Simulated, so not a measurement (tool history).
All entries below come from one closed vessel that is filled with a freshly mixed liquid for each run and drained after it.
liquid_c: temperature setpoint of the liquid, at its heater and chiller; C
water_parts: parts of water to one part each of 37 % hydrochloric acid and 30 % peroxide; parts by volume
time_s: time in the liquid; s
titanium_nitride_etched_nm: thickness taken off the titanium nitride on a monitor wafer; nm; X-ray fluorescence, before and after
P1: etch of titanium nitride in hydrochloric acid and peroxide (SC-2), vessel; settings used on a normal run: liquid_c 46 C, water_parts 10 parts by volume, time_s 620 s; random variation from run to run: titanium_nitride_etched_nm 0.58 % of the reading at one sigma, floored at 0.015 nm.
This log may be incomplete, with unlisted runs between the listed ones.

| run | hour | liquid_c | water_parts | time_s | titanium_nitride_etched_nm |
|---|---|---|---|---|---|
| 1 | 7.1 | 46 | 10 | 620 | 7.6761 |
| 2 | 16.1 | 55.5 | 10 | 620 | 14.535 |
| 3 | 22.7 | 46 | 10 | 205 | 2.5796 |
| 4 | 32.5 | 46 | 10 | 620 | 7.6778 |
| 5 | 39.9 | 46 | 10 | 1100 | 13.768 |
| 6 | 45.5 | 46 | 15.5 | 115 | 0.99036 |
| 7 | 50.7 | 46 | 10 | 620 | 7.739 |
| 8 | 57.3 | 35 | 10 | 620 | 3.5171 |
| 9 | 65 | 46 | 4 | 620 | 15.236 |
| 10 | 70 | 46 | 17 | 620 | 4.8681 |
| 11 | 74.8 | 46 | 10 | 620 | 7.6281 |
| 12 | 80 | 46 | 10 | 620 | 7.7199 |
| 13 | 87.1 | 46 | 10 | 620 | 7.9481 |
| 14 | 96.2 | 46 | 10 | 620 | 8.102 |
| 15 | 103.1 | 46 | 10 | 620 | 8.2547 |
| 16 | 112.1 | 46 | 10 | 620 | 8.2317 |
| 17 | 121.7 | 46 | 10 | 620 | 8.2897 |
| 18 | 129.9 | 46 | 10 | 620 | 8.3341 |
| 19 | 138.6 | 46 | 10 | 620 | 8.308 |

Compared with where it was, what P1 gives has crept away. Each cause listed below fits the log as well as the rest, at the size given for it:
A: chemicals flow above the setpoint (%) = 10.1
B: liquid hotter than its thermometer reads (K) = 1.17
The creep began at about hour 80.
The rest of the possible causes, and what rules out each one:
peroxide weaker than its label (%): at most 8, which would move titanium_nitride_etched_nm by -7.4 %: too little, or the wrong way

Which of the 4 check runs listed below, each an average over 5 wafers with its results shown as question marks, gives clearly different results under the different listed causes?
| check 1 | 147.3 | 46 | 16.5 | 315 | ? |
| check 2 | 147.3 | 35 | 4 | 620 | ? |
| check 3 | 147.3 | 52 | 6.5 | 620 | ? |
| check 4 | 147.3 | 38 | 10 | 620 | ? |

Predicted outcomes, by check and by cause:
| check | result | if A | if B |
|---|---|---|---|
| check 1 | titanium_nitride_etched_nm | 2.7573 | 2.7417 |
| check 2 | titanium_nitride_etched_nm | 7.5111 | 7.6808 |
| check 3 | titanium_nitride_etched_nm | 17.444 | 17.516 |
| check 4 | titanium_nitride_etched_nm | 4.7468 | 4.7674 |
Per check, the gap between the least separated pair of causes, taken in the result that splits them most: check 1 0.57 %; check 2 2.23 %; check 3 0.41 %; check 4 0.43 %
Check 2 distinguishes between the causes, while the remaining checks would return nearly the same result for all of them.

Check 2 was then run and gave: titanium_nitride_etched_nm 7.4811 nm. Which cause is it?

A is the cause: chemicals flow above the setpoint (%).
